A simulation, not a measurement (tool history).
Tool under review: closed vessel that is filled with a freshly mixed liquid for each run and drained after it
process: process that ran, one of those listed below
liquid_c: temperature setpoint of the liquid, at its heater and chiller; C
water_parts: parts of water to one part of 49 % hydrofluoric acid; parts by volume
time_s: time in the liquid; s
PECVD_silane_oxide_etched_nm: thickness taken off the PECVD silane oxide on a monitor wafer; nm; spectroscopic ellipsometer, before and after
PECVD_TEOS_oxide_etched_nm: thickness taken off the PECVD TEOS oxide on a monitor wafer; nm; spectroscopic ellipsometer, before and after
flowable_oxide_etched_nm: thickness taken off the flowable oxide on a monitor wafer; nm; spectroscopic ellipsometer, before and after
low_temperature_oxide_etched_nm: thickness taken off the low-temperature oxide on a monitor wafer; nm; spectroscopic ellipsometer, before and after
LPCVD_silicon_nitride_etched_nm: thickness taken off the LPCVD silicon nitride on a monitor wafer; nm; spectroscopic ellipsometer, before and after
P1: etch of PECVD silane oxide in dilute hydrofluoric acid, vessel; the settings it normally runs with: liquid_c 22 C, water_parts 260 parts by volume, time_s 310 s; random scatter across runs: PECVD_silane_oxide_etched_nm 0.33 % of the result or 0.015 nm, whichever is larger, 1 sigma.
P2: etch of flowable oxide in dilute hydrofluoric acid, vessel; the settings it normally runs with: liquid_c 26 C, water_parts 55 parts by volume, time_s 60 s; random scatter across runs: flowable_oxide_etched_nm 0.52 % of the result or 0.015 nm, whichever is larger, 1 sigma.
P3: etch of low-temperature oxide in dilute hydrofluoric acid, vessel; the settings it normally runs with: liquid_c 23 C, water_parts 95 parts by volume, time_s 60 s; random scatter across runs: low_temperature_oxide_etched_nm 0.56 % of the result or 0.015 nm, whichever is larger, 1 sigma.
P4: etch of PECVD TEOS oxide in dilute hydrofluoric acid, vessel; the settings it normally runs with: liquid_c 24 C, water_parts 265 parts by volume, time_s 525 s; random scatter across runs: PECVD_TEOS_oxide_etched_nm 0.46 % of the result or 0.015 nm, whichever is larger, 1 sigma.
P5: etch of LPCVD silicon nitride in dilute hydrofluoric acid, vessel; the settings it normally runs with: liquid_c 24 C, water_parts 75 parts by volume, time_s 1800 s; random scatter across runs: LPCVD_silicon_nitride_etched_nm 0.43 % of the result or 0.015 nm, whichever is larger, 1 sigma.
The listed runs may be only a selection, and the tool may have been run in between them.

run	hour	process	liquid_c	water_parts	time_s	hours since the thermometer was replaced	hours since the hydrofluoric acid flow meter was replaced	PECVD_silane_oxide_etched_nm	PECVD_TEOS_oxide_etched_nm	flowable_oxide_etched_nm	low_temperature_oxide_etched_nm	LPCVD_silicon_nitride_etched_nm
1	7.8	P1	22	260	310	260	561.3	13.965				
2	19.3	P1	19	260	150	271.5	572.8	6.0621				
3	30.7	P4	24	265	525	282.9	584.2		26.209			
4	42.5	P2	26	55	60	294.7	596			38.448		
5	51.4	P1	22	425	310	303.6	604.9	7.4199				
6	62.8	P3	23	95	100	315	616.3				36.724	
7	68.3	P4	18	265	525	320.5	621.8		21.12			
8	77.4	P3	23	95	60	329.6	630.9				21.695	
9	85.4	P1	22	260	95	337.6	638.9	4.2606				
10	94	P1	17	260	310	346.2	647.5	11.663				
11	101.1	P3	23	95	60	353.3	654.6				21.664	
12	112.5	P5	24	75	560	364.7	666					3.7621
13	124.4	P5	24	20	1800	376.6	677.9					43.949
14	133.4	P5	31.5	75	1800	385.6	686.9					19.779
15	141.8	P5	24	75	1800	394	695.3					12.18
16	150.9	P1	22	260	310	403.1	704.4	14.051				
17	156.3	P3	23	175	60	408.5	709.8				10.774	
18	163.4	P1	22	115	310	415.6	716.9	36.78				
19	170.1	P1	22	260	310	422.3	723.6	14.051				
20	177.5	P4	24	265	30	429.7	731		1.5164			
21	187.6	P2	34	55	60	439.8	741.1			52.104		
# hour 192.7: thermometer replaced
22	197.5	P1	29.5	260	310	4.8	751	18.192				
23	207.8	P1	22	260	310	15.1	761.3	13.992				
24	218.8	P1	17.5	260	605	26.1	772.3	23.126				
25	227.7	P3	17	95	60	35	781.2				17.153	
26	237.6	P1	22	260	310	44.9	791.1	14.003				
27	245.6	P2	26	20	60	52.9	799.1			110.63		
28	254.1	P5	24	75	1800	61.4	807.6					12.158
29	259.5	P4	24	375	525	66.8	813		16.862			
30	270.9	P1	22	260	495	78.2	824.4	22.241				
31	280.9	P1	22	260	310	88.2	834.4	13.949				
32	289.2	P2	26	55	30	96.5	842.7			19.204		
33	300.2	P1	22	260	310	107.5	853.7	14.059				
34	312	P1	22	260	310	119.3	865.5	14.383				
35	322.5	P1	22	260	310	129.8	876	14.628				
36	327.9	P1	22	260	310	135.2	881.4	14.61				
37	335.4	P1	22	260	310	142.7	888.9	14.713				
38	346.5	P1	22	260	310	153.8	900	14.802				
39	355.5	P1	22	260	310	162.8	909	14.853				
40	365.7	P1	22	260	310	173	919.2	14.823				
41	376	P1	22	260	310	183.3	929.5	14.95				
42	385	P1	22	260	310	192.3	938.5	14.854				

P1 no longer gives what it gave before; its output has crept away from where it was. The following 2 causes, each at its listed size, fit the log equally well:
A: hydrofluoric acid flow above the setpoint (%) = 5.01
B: liquid hotter than its thermometer reads (K) = 1.69
The drift started at roughly hour 300.2.

Of the 4 check runs listed below, each run on one wafer and each result written as a question mark, which would let you distinguish the listed causes because they would give clearly different results?
check 1	394	P2	34	55	60					?		
check 2	394	P4	20	265	30				?			
check 3	394	P5	24	25	1800							?
check 4	394	P3	23	150	100						?	

How each check would come out, cause by cause:
check	result	if A	if B
check 1	flowable_oxide_etched_nm	55.256	55.824
check 2	PECVD_TEOS_oxide_etched_nm	1.3847	1.3871
check 3	LPCVD_silicon_nitride_etched_nm	37.044	39.649
check 4	low_temperature_oxide_etched_nm	22.843	23.021
Gap, in per cent, between the two causes that each check separates least, read from the result that separates them most: check 1 1.02 %; check 2 0.17 %; check 3 6.8 %; check 4 0.78 %
The other checks would show nearly matching results whichever cause is true, so check 3 is the only one that separates the causes.

Here is what check 3 returned: LPCVD_silicon_nitride_etched_nm 36.904 nm. Which cause is it?

It was cause A: hydrofluoric acid flow above the setpoint (%).
